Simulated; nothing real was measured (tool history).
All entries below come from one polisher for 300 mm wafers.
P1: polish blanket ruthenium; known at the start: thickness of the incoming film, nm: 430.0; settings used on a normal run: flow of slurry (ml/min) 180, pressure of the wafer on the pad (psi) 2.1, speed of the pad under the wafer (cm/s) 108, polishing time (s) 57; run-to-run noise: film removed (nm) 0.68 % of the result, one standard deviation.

run    day  flow of slurry (ml/min)  pressure of the wafer on the pad (psi)  speed of the pad under the wafer (cm/s)  polishing time (s)  wafers polished on this pad  hours since the slurry nozzle was cleaned  hours since the head pressure was calibrated  film removed (nm)
  1  0.229                      180                                     2.1                                      108                  57                          221                                      559.2                                         264.4             86.504
  2  0.475                      245                                     2.1                                      108                  57                          274                                      565.1                                         270.3             89.446
  3  0.729                      180                                     2.1                                      152                  36                          329                                      571.2                                         276.4             75.814
  4  0.988                      180                                     2.1                                      108                  57                          385                                      577.4                                         282.6             86.804
  5  1.150                      180                                     2.1                                      108                  57                          420                                      581.3                                         286.5             86.231
  6  1.458                      180                                     2.1                                      108                  57                          487                                      588.7                                         293.9             86.873
  7  1.683                      180                                     2.1                                      108                  41                          535                                      594.1                                         299.3             62.403
  8  1.958                      180                                     2.1                                       70                  57                          595                                      600.7                                         305.9             55.062
  9  2.133                      130                                     2.1                                      166                  57                          632                                      604.9                                         310.1            125.660
 10  2.296                      180                                     2.1                                      108                  57                          667                                      608.8                                         314.0             86.403
 11  2.558                      110                                     2.1                                      108                  57                          724                                      615.1                                         320.3             77.804
 12  2.775                      180                                     2.1                                      152                  57                          771                                      620.3                                         325.5            119.870
 13  3.079                      180                                     1.4                                      108                  57                          837                                      627.6                                         332.8             57.508
 14  3.312                      180                                     2.1                                      108                  57                          887                                      633.2                                         338.4             85.019
 15  3.517                      180                                     3.1                                      108                  57                          931                                      638.1                                         343.3            125.370
 16  3.808                      180                                     2.1                                      108                  77                          994                                      645.1                                         350.3            117.220
 17  4.079                      180                                     2.1                                      108                  57                         1052                                      651.6                                         356.8             84.825
 18  4.262                      180                                     2.1                                      108                  57                         1092                                      656.0                                         361.2             83.699
 19  4.492                      180                                     2.1                                      108                  57                         1141                                      661.5                                         366.7             82.074
 20  4.642                      180                                     2.1                                      108                  57                         1174                                      665.1                                         370.3             81.323
 21  4.800                      180                                     2.1                                      108                  57                         1208                                      668.9                                         374.1             81.273
 22  5.042                      180                                     2.1                                      108                  57                         1260                                      674.7                                         379.9             80.071
     5.196  -- worn pad replaced by a new one
 23  5.321                      180                                     2.1                                      108                  57                           27                                      681.4                                         386.6             79.796
 24  5.596                      180                                     2.1                                      108                  57                           86                                      688.0                                         393.2             79.438
 25  5.862                      180                                     2.1                                      108                  57                          143                                      694.4                                         399.6             79.342
 26  6.075                      180                                     2.1                                      108                  57                          189                                      699.5                                         404.7             79.048
 27  6.400                      180                                     2.1                                      108                  57                          259                                      707.3                                         412.5             78.909

P1 no longer gives what it gave before; its output has crept away from where it was. The following 2 causes, each at its listed size, fit the log equally well:
A: head's pressure below its setpoint, % = 7.95
B: slurry flow missing at the pad, % = 36.4
Onset of the creep was near day 4.079.
What rules out each remaining cause:
removal rate lost through wear of the pad, %: serviced after onset, at day 5.196, with no recovery of the prior output

You are offered 4 check runs, listed below with question marks in place of their results; each one averages 2 wafers. Which run separates the listed causes by giving clearly different results for each?
check 1  6.725                      115                                     2.1                                      108                  57                                                                                                                                        ?
check 2  6.725                      180                                     2.1                                      144                  57                                                                                                                                        ?
check 3  6.725                      180                                     2.7                                      108                  57                                                                                                                                        ?
check 4  6.725                      180                                     1.6                                      108                  57                                                                                                                                        ?

If the cause were each of the candidates in turn, the checks would give the following:
  check             result     if A     if B
check 1  film removed (nm)   72.966   70.056
check 2  film removed (nm)  105.580  105.580
check 3  film removed (nm)  101.810  101.810
check 4  film removed (nm)   60.332   60.334
Minimum pairwise separation of causes per check, each pair taken at its best-separating result: check 1 4.07 %; check 2 0 %; check 3 0 %; check 4 0 %
Check 1 is the one run that separates the causes; every other check would come out nearly the same whichever cause is at work.

With check 1 done, the readings were: film removed (nm) 73.071. Identify which of the listed causes applies.

It was cause A: head's pressure below its setpoint, %.
